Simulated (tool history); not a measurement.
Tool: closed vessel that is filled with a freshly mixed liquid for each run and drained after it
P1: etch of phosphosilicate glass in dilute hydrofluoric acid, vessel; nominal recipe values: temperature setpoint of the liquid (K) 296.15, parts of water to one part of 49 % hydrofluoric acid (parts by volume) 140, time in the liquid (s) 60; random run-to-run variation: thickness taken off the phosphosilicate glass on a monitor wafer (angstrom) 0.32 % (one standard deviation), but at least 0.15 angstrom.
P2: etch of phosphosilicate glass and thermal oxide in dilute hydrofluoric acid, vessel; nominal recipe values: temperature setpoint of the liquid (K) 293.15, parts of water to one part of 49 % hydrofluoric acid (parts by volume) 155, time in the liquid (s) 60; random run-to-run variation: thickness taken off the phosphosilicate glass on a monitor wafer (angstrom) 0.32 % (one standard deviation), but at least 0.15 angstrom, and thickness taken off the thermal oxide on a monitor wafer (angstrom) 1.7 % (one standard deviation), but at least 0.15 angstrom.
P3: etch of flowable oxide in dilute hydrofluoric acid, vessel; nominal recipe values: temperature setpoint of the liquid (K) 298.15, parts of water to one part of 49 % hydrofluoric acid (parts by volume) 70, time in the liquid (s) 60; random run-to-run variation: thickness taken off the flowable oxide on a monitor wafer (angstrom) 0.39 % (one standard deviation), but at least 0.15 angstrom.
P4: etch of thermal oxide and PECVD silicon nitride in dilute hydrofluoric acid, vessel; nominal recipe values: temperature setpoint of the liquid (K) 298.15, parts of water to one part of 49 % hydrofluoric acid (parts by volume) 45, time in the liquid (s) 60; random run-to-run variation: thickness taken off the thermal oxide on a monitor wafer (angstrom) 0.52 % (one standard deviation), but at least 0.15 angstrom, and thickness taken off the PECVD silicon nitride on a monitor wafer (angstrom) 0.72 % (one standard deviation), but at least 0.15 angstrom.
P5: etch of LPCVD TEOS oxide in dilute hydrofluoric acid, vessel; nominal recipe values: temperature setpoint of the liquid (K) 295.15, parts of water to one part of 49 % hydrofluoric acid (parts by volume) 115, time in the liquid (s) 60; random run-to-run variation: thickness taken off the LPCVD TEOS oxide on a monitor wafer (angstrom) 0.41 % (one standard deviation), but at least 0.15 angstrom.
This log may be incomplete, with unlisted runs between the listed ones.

run   hour  process that ran  temperature setpoint of the liquid (K)  parts of water to one part of 49 % hydrofluoric acid (parts by volume)  time in the liquid (s)  hours since the thermometer was replaced  hours since the hydrofluoric acid flow meter was replaced  thickness taken off the phosphosilicate glass on a monitor wafer (angstrom)  thickness taken off the thermal oxide on a monitor wafer (angstrom)  thickness taken off the PECVD silicon nitride on a monitor wafer (angstrom)  thickness taken off the LPCVD TEOS oxide on a monitor wafer (angstrom)  thickness taken off the flowable oxide on a monitor wafer (angstrom)
  1    5.5                P1                                  296.15                                                                     140                      60                                    1084.4                                                     1520.7                                                                       249.82
  2   12.4                P4                                  298.15                                                                      45                      60                                    1091.3                                                     1527.6                                                                                                                                            71.679                                                                       31.086
  3   21.0                P5                                  290.15                                                                     115                      60                                    1099.9                                                     1536.2                                                                                                                                                                                                                                                                                                122.020
  4   26.3                P3                                  298.15                                                                      70                      60                                    1105.2                                                     1541.5                                                                                                                                                                                                                                                                                                                                                                       489.73
  5   36.5                P1                                  296.15                                                                     245                      60                                    1115.4                                                     1551.7                                                                       128.47
  6   46.1                P2                                  293.15                                                                     155                      60                                    1125.0                                                     1561.3                                                                       386.98                                                               14.483
  7   56.3                P3                                  298.15                                                                      20                      60                                    1135.2                                                     1571.5                                                                                                                                                                                                                                                                                                                                                                      1826.00
  8   65.0                P3                                  305.15                                                                      70                      60                                    1143.9                                                     1580.2                                                                                                                                                                                                                                                                                                                                                                       639.22
  9   73.0                P2                                  293.15                                                                     155                      60                                    1151.9                                                     1588.2                                                                       388.74                                                               14.181
 10   77.8                P1                                  296.15                                                                     140                      60                                    1156.7                                                     1593.0                                                                       248.68
 11   84.0                P3                                  298.15                                                                      70                      60                                    1162.9                                                     1599.2                                                                                                                                                                                                                                                                                                                                                                       488.80
 12   91.3                P1                                  296.15                                                                     140                      60                                    1170.2                                                     1606.5                                                                       250.59
 13   99.8                P2                                  298.65                                                                     155                      60                                    1178.7                                                     1615.0                                                                       479.55                                                               17.799
 14  106.7                P4                                  298.15                                                                      70                      60                                    1185.6                                                     1621.9                                                                                                                                            44.606                                                                       19.991
 15  111.5                P1                                  296.15                                                                     140                      30                                    1190.4                                                     1626.7                                                                       124.55
 16  118.6                P4                                  304.65                                                                      45                      60                                    1197.5                                                     1633.8                                                                                                                                            92.843                                                                       48.288
 17  128.8                P1                                  296.15                                                                     140                      60                                    1207.7                                                     1644.0                                                                       250.42
 18  135.0                P2                                  293.15                                                                     155                     105                                    1213.9                                                     1650.2                                                                       679.90                                                               26.000
 19  140.5                P5                                  295.15                                                                     115                      60                                    1219.4                                                     1655.7                                                                                                                                                                                                                                                                                                150.380
 20  145.5                P1                                  296.15                                                                     140                      60                                    1224.4                                                     1660.7                                                                       249.58
 21  155.1                P5                                  295.15                                                                     185                      60                                    1234.0                                                     1670.3                                                                                                                                                                                                                                                                                                 86.865
 22  161.7                P5                                  295.15                                                                     115                     105                                    1240.6                                                     1676.9                                                                                                                                                                                                                                                                                                261.660
 23  167.7                P1                                  290.15                                                                     140                      60                                    1246.6                                                     1682.9                                                                       197.15
 24  174.0                P4                                  298.15                                                                      45                      60                                    1252.9                                                     1689.2                                                                                                                                            71.993                                                                       31.080
 25  183.3                P1                                  299.65                                                                      45                      60                                    1262.2                                                     1698.5                                                                      1004.90
 26  192.8                P2                                  293.15                                                                      75                      60                                    1271.7                                                     1708.0                                                                       876.89                                                               32.171
     197.0  -- thermometer replaced
 27  198.3                P1                                  296.15                                                                     140                      60                                       1.3                                                     1713.5                                                                       249.92
 28  208.8                P1                                  296.15                                                                      45                      60                                      11.8                                                     1724.0                                                                       873.51
 29  217.5                P3                                  298.15                                                                      70                      30                                      20.5                                                     1732.7                                                                                                                                                                                                                                                                                                                                                                       243.10
 30  224.9                P4                                  298.15                                                                      45                      30                                      27.9                                                     1740.1                                                                                                                                            35.778                                                                       15.840
 31  234.3                P1                                  301.65                                                                     140                      60                                      37.3                                                     1749.5                                                                       306.44
 32  240.8                P1                                  296.15                                                                     140                     110                                      43.8                                                     1756.0                                                                       462.18
 33  249.5                P5                                  295.15                                                                     115                      60                                      52.5                                                     1764.7                                                                                                                                                                                                                                                                                                149.760
 34  257.6                P1                                  296.15                                                                     140                      60                                      60.6                                                     1772.8                                                                       249.69
 35  264.0                P1                                  296.15                                                                     140                      60                                      67.0                                                     1779.2                                                                       241.62
 36  274.2                P1                                  296.15                                                                     140                      60                                      77.2                                                     1789.4                                                                       233.66
 37  280.2                P1                                  296.15                                                                     140                      60                                      83.2                                                     1795.4                                                                       231.47
 38  288.1                P1                                  296.15                                                                     140                      60                                      91.1                                                     1803.3                                                                       230.53
 39  293.8                P1                                  296.15                                                                     140                      60                                      96.8                                                     1809.0                                                                       230.22
 40  299.8                P1                                  296.15                                                                     140                      60                                     102.8                                                     1815.0                                                                       229.55
 41  308.9                P1                                  296.15                                                                     140                      60                                     111.9                                                     1824.1                                                                       228.60

P1 has crept away from where it was. The log is fitted equally well by each of these 2 causes, at the sizes shown:
A: hydrofluoric acid flow below the setpoint (%) = 7.39
B: liquid colder than its thermometer reads (K) = 2.28
Onset of the creep was near hour 257.6.

Question marks stand in for the results of the 4 check runs listed below, each run on one wafer. Under which run would the listed causes show clearly different results?
check 1  318.0                P2                                  293.15                                                                     155                      60                                                                                                                                                                                 ?                                                                    ?
check 2  318.0                P5                                  295.15                                                                     115                      60                                                                                                                                                                                                                                                                                                                                                                                                           ?
check 3  318.0                P3                                  298.15                                                                      70                      60                                                                                                                                                                                                                                                                                                                                                                                                                                                                                 ?
check 4  318.0                P4                                  298.15                                                                      45                      60                                                                                                                                                                                                                                                      ?                                                                            ?

How each check would come out, cause by cause:
  check                                                                       result     if A     if B
check 1  thickness taken off the phosphosilicate glass on a monitor wafer (angstrom)   355.21   354.49
check 1          thickness taken off the thermal oxide on a monitor wafer (angstrom)   13.235   13.209
check 2       thickness taken off the LPCVD TEOS oxide on a monitor wafer (angstrom)  137.690  137.040
check 3         thickness taken off the flowable oxide on a monitor wafer (angstrom)   448.02   444.31
check 4          thickness taken off the thermal oxide on a monitor wafer (angstrom)   66.162   65.330
check 4  thickness taken off the PECVD silicon nitride on a monitor wafer (angstrom)   28.950   26.747
Distance between the nearest two causes, measured in the result of the check that separates them most: check 1 0.2 %; check 2 0.48 %; check 3 0.83 %; check 4 7.92 %
Check 4 is the one run that separates the causes; every other check would come out nearly the same whichever cause is at work.

Check 4 was carried out, with these results: thickness taken off the thermal oxide on a monitor wafer (angstrom) 65.906; thickness taken off the PECVD silicon nitride on a monitor wafer (angstrom) 28.726. Which of the listed causes is responsible?

It was cause A: hydrofluoric acid flow below the setpoint (%).
